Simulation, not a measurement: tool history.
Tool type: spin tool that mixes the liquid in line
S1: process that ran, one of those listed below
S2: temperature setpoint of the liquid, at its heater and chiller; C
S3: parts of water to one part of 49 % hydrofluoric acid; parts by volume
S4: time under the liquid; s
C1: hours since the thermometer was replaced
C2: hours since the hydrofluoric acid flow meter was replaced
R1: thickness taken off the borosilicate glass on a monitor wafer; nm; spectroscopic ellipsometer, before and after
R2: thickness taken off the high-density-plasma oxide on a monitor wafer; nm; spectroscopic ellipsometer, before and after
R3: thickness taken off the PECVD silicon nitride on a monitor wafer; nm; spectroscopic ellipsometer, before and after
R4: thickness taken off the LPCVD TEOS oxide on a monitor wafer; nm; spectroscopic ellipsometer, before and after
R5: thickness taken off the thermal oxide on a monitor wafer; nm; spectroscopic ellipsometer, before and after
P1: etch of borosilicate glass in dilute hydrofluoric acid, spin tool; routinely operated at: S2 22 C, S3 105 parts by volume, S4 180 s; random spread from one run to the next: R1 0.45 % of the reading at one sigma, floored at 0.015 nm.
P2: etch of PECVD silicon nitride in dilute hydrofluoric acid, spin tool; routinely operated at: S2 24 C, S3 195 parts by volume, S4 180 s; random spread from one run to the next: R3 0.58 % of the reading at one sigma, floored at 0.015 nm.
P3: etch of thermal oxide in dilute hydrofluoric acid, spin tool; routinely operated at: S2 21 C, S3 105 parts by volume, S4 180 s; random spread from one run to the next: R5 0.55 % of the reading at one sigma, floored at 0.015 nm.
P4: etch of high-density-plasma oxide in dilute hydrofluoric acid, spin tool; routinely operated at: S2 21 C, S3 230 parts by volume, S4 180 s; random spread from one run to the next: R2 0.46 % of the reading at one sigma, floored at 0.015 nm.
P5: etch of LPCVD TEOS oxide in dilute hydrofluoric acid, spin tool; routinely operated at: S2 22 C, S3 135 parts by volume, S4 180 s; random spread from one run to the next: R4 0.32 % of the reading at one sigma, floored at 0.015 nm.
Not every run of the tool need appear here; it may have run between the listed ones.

run	hour	S1	S2	S3	S4	C1	C2	R1	R2	R3	R4	R5
1	6.7	P1	22	105	180	1238.3	653.7	34.049				
2	12.3	P4	21	230	180	1243.9	659.3		6.3583			
3	22.5	P2	24	195	20	1254.1	669.5			0.47636		
4	32.2	P2	24	195	180	1263.8	679.2			4.0282		
5	38.9	P4	21	230	50	1270.5	685.9		1.7569			
6	44.1	P1	22	30	180	1275.7	691.1	129.54				
7	53.1	P1	22	140	180	1284.7	700.1	24.243				
8	59.4	P1	22	105	180	1291	706.4	33.824				
9	66.6	P5	22	135	180	1298.2	713.6				22.5	
10	75.6	P4	21	40	180	1307.2	722.6		45.118			
# hour 82.4: hydrofluoric acid flow meter replaced
11	84.1	P4	21	230	180	1315.7	1.8		6.3176			
12	94.5	P1	22	105	300	1326.1	12.2	56.146				
13	103.7	P1	22	105	180	1335.3	21.4	33.988				
14	111.7	P1	22	105	180	1343.3	29.4	33.959				
15	117.1	P1	22	105	180	1348.7	34.8	34.079				
16	124.1	P1	29.5	105	90	1355.7	41.8	22.891				
17	131	P4	17	230	180	1362.6	48.7		5.4381			
18	141.4	P2	17	195	180	1373	59.1			2.56		
19	148.2	P5	28.5	135	180	1379.8	65.9				29.056	
20	158.1	P5	22	135	180	1389.7	75.8				22.545	
21	168.5	P1	22	105	180	1400.1	86.2	33.947				
22	175.4	P5	22	135	15	1407	93.1				1.8693	
23	184.3	P3	26	105	180	1415.9	102					8.6086
24	189.3	P3	21	105	180	1420.9	107					7.0673
25	197.1	P2	24	195	180	1428.7	114.8			4.0398		
26	202.4	P3	21	190	180	1434	120.1					3.5845
# hour 208.1: thermometer replaced
27	212.7	P1	17	105	180	4.7	130.4	27.774				
28	224.1	P3	21	105	270	16.1	141.8					10.539
29	232.1	P3	21	105	180	24.1	149.8					7.0815
30	241.2	P5	22	30	180	33.2	158.9				115.37	
31	248	P2	24	320	180	40	165.7			2.4698		
32	255.5	P1	22	105	60	47.5	173.2	11.314				
33	266	P1	28.5	105	180	58	183.7	43.709				
34	272.2	P1	22	105	180	64.2	189.9	34.208				
35	279	P1	22	105	180	71	196.7	34.392				
36	289.9	P1	22	105	180	81.9	207.6	35.244				
37	300.5	P1	22	105	180	92.5	218.2	35.612				
38	309.5	P1	22	105	180	101.5	227.2	35.381				
39	320.7	P1	22	105	180	112.7	238.4	35.907				
40	332	P1	22	105	180	124	249.7	35.968				

What does the tool deliver on the next run?
41	339.1	P1	22	105	180	131.1	256.8	?				

{"run 41": {"R1": 36.078}}
